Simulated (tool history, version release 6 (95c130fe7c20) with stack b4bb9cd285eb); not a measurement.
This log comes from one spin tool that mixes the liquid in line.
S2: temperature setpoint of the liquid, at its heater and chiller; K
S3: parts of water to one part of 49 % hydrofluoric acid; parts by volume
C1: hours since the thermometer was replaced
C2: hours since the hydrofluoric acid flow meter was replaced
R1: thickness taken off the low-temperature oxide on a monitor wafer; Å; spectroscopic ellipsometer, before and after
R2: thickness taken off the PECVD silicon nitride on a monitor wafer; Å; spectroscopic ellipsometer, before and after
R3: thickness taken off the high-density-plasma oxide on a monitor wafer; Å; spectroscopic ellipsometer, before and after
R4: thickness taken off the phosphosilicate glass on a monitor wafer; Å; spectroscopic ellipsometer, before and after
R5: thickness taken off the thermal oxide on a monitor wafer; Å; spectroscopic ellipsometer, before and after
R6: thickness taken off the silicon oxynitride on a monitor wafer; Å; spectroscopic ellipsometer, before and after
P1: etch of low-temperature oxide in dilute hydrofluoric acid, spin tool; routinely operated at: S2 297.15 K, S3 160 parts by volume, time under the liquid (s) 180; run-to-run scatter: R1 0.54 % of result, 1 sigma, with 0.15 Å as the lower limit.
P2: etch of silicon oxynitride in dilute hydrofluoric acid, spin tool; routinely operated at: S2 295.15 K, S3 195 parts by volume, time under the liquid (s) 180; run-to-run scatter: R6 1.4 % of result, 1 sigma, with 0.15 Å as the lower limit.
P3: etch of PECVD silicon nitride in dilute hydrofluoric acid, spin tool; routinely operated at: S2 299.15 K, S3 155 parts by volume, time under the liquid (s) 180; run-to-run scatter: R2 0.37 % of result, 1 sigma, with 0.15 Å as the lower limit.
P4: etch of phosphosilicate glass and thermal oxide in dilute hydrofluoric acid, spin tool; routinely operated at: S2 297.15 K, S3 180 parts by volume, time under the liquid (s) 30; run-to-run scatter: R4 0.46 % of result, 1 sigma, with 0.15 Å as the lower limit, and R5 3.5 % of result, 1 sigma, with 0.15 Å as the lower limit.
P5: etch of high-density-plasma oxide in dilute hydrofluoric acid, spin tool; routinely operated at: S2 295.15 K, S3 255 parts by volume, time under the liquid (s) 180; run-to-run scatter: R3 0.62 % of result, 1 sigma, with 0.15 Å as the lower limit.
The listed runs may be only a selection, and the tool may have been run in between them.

Run 1, hour 7.7: process that ran P1, S2 297.15 K, S3 160 parts by volume, time under the liquid (s) 180; C1 1577.6; C2 614.5. Result: R1 219.030 Å.
Run 2, hour 18.6: process that ran P1, S2 297.15 K, S3 160 parts by volume, time under the liquid (s) 180; C1 1588.5; C2 625.4. Result: R1 220.370 Å.
Run 3, hour 33.3: process that ran P1, S2 297.15 K, S3 160 parts by volume, time under the liquid (s) 275; C1 1603.2; C2 640.1. Result: R1 338.020 Å.
Run 4, hour 43.2: process that ran P3, S2 307.15 K, S3 155 parts by volume, time under the liquid (s) 180; C1 1613.1; C2 650.0. Result: R2 97.309 Å.
Run 5, hour 52.7: process that ran P5, S2 301.15 K, S3 255 parts by volume, time under the liquid (s) 180; C1 1622.6; C2 659.5. Result: R3 44.139 Å.
Run 6, hour 69.5: process that ran P5, S2 295.15 K, S3 255 parts by volume, time under the liquid (s) 345; C1 1639.4; C2 676.3. Result: R3 67.480 Å.
Run 7, hour 85.9: process that ran P5, S2 295.15 K, S3 50 parts by volume, time under the liquid (s) 180; C1 1655.8; C2 692.7. Result: R3 228.560 Å.
Run 8, hour 98.8: process that ran P4, S2 297.15 K, S3 180 parts by volume, time under the liquid (s) 15; C1 1668.7; C2 705.6. Result: R4 44.865 Å, R5 3.5085 Å.
Run 9, hour 110.5: process that ran P1, S2 297.15 K, S3 285 parts by volume, time under the liquid (s) 180; C1 1680.4; C2 717.3. Result: R1 106.970 Å.
Run 10, hour 124.2: process that ran P1, S2 297.15 K, S3 55 parts by volume, time under the liquid (s) 100; C1 1694.1; C2 731.0. Result: R1 401.030 Å.
Run 11, hour 134.6: process that ran P2, S2 295.15 K, S3 195 parts by volume, time under the liquid (s) 30; C1 1704.5; C2 741.4. Result: R6 2.1758 Å.
Run 12, hour 143.7: process that ran P1, S2 297.15 K, S3 160 parts by volume, time under the liquid (s) 180; C1 1713.6; C2 750.5. Result: R1 218.570 Å.
Run 13, hour 157.1: process that ran P2, S2 295.15 K, S3 195 parts by volume, time under the liquid (s) 180; C1 1727.0; C2 763.9. Result: R6 14.7820 Å.
Run 14, hour 169.1: process that ran P2, S2 295.15 K, S3 360 parts by volume, time under the liquid (s) 180; C1 1739.0; C2 775.9. Result: R6 7.4395 Å.
Run 15, hour 177.8: process that ran P3, S2 299.15 K, S3 155 parts by volume, time under the liquid (s) 330; C1 1747.7; C2 784.6. Result: R2 109.150 Å.
Run 16, hour 185.1: process that ran P1, S2 297.15 K, S3 160 parts by volume, time under the liquid (s) 180; C1 1755.0; C2 791.9. Result: R1 219.240 Å.
Run 17, hour 196.0: process that ran P3, S2 299.15 K, S3 155 parts by volume, time under the liquid (s) 180; C1 1765.9; C2 802.8. Result: R2 59.200 Å.
Run 18, hour 209.8: process that ran P1, S2 297.15 K, S3 160 parts by volume, time under the liquid (s) 180; C1 1779.7; C2 816.6. Result: R1 218.560 Å.
Run 19, hour 222.5: process that ran P5, S2 295.15 K, S3 255 parts by volume, time under the liquid (s) 180; C1 1792.4; C2 829.3. Result: R3 36.368 Å.
Run 20, hour 236.5: process that ran P1, S2 297.15 K, S3 160 parts by volume, time under the liquid (s) 15; C1 1806.4; C2 843.3. Result: R1 18.767 Å.
Run 21, hour 247.5: process that ran P2, S2 290.15 K, S3 195 parts by volume, time under the liquid (s) 180; C1 1817.4; C2 854.3. Result: R6 11.9990 Å.
Run 22, hour 258.5: process that ran P1, S2 290.15 K, S3 160 parts by volume, time under the liquid (s) 180; C1 1828.4; C2 865.3. Result: R1 166.500 Å.
Run 23, hour 269.1: process that ran P3, S2 299.15 K, S3 215 parts by volume, time under the liquid (s) 180; C1 1839.0; C2 875.9. Result: R2 42.784 Å.
Run 24, hour 277.8: process that ran P1, S2 297.15 K, S3 160 parts by volume, time under the liquid (s) 180; C1 1847.7; C2 884.6. Result: R1 218.290 Å.
Run 25, hour 286.4: process that ran P1, S2 304.15 K, S3 160 parts by volume, time under the liquid (s) 180; C1 1856.3; C2 893.2. Result: R1 285.230 Å.
Run 26, hour 303.3: process that ran P4, S2 290.15 K, S3 180 parts by volume, time under the liquid (s) 30; C1 1873.2; C2 910.1. Result: R4 68.519 Å, R5 5.9610 Å.
Run 27, hour 319.9: process that ran P2, S2 295.15 K, S3 195 parts by volume, time under the liquid (s) 180; C1 1889.8; C2 926.7. Result: R6 15.1610 Å.
Run 28, hour 336.2: process that ran P4, S2 297.15 K, S3 45 parts by volume, time under the liquid (s) 30; C1 1906.1; C2 943.0. Result: R4 426.060 Å, R5 34.2910 Å.
Run 29, hour 351.6: process that ran P1, S2 297.15 K, S3 160 parts by volume, time under the liquid (s) 180; C1 1921.5; C2 958.4. Result: R1 220.270 Å.
Run 30, hour 364.3: process that ran P3, S2 299.15 K, S3 155 parts by volume, time under the liquid (s) 180; C1 1934.2; C2 971.1. Result: R2 59.654 Å.
Run 31, hour 376.8: process that ran P1, S2 297.15 K, S3 85 parts by volume, time under the liquid (s) 180; C1 1946.7; C2 983.6. Result: R1 448.660 Å.
Run 32, hour 393.7: process that ran P1, S2 301.15 K, S3 230 parts by volume, time under the liquid (s) 180; C1 1963.6; C2 1000.5. Result: R1 163.450 Å.
Run 33, hour 402.5: process that ran P4, S2 297.15 K, S3 180 parts by volume, time under the liquid (s) 30; C1 1972.4; C2 1009.3. Result: R4 90.620 Å, R5 7.3289 Å.
Run 34, hour 417.6: process that ran P1, S2 297.15 K, S3 160 parts by volume, time under the liquid (s) 180; C1 1987.5; C2 1024.4. Result: R1 220.150 Å.
Run 35, hour 433.6: process that ran P1, S2 297.15 K, S3 160 parts by volume, time under the liquid (s) 180; C1 2003.5; C2 1040.4. Result: R1 211.270 Å.
Run 36, hour 448.3: process that ran P1, S2 297.15 K, S3 160 parts by volume, time under the liquid (s) 180; C1 2018.2; C2 1055.1. Result: R1 205.950 Å.
Run 37, hour 461.5: process that ran P1, S2 297.15 K, S3 160 parts by volume, time under the liquid (s) 180; C1 2031.4; C2 1068.3. Result: R1 205.950 Å.
Run 38, hour 469.9: process that ran P1, S2 297.15 K, S3 160 parts by volume, time under the liquid (s) 180; C1 2039.8; C2 1076.7. Result: R1 203.770 Å.
Run 39, hour 484.3: process that ran P1, S2 297.15 K, S3 160 parts by volume, time under the liquid (s) 180; C1 2054.2; C2 1091.1. Result: R1 204.750 Å.
Run 40, hour 495.8: process that ran P1, S2 297.15 K, S3 160 parts by volume, time under the liquid (s) 180; C1 2065.7; C2 1102.6. Result: R1 203.890 Å.
Run 41, hour 505.9: process that ran P1, S2 297.15 K, S3 160 parts by volume, time under the liquid (s) 180; C1 2075.8; C2 1112.7. Result: R1 204.450 Å.
Run 42, hour 514.5: process that ran P1, S2 297.15 K, S3 160 parts by volume, time under the liquid (s) 180; C1 2084.4; C2 1121.3. Result: R1 201.480 Å.

P1 has crept away from where it was. The log is fitted equally well by each of these 2 causes, at the sizes shown:
A: liquid colder than its thermometer reads (K) = 2.13
B: hydrofluoric acid flow below the setpoint (%) = 6.65
Creep in the process output first set in at about hour 417.6.

Below are 4 check runs, each on a single wafer, with their results shown as question marks. Which of them would tell the listed causes apart, meaning the causes would give clearly different results under it?
Run check 1, hour 523.1: process that ran P4, S2 297.15 K, S3 180 parts by volume, time under the liquid (s) 30. Result: R4 ?, R5 ?.
Run check 2, hour 523.1: process that ran P5, S2 295.15 K, S3 255 parts by volume, time under the liquid (s) 180. Result: R3 ?.
Run check 3, hour 523.1: process that ran P2, S2 295.15 K, S3 195 parts by volume, time under the liquid (s) 180. Result: R6 ?.
Run check 4, hour 523.1: process that ran P3, S2 299.15 K, S3 155 parts by volume, time under the liquid (s) 180. Result: R2 ?.

What every check run would give for each of its results, assuming each possible cause in turn:
  check  result     if A     if B
check 1      R4   83.135   82.959
check 1      R5   7.0021   6.9873
check 2      R3   33.003   32.757
check 3      R6  13.6530  13.9260
check 4      R2   51.933   55.550
Gap, in per cent, between the two causes that each check separates least, read from the result that separates them most: check 1 0.21 %; check 2 0.75 %; check 3 1.97 %; check 4 6.73 %
Check 4 tells the causes apart: in the others they would give nearly the same result.

Check 4 was carried out, with these results: R2 52.327 Å. Which of the listed causes is responsible?

The cause is A: liquid colder than its thermometer reads (K).

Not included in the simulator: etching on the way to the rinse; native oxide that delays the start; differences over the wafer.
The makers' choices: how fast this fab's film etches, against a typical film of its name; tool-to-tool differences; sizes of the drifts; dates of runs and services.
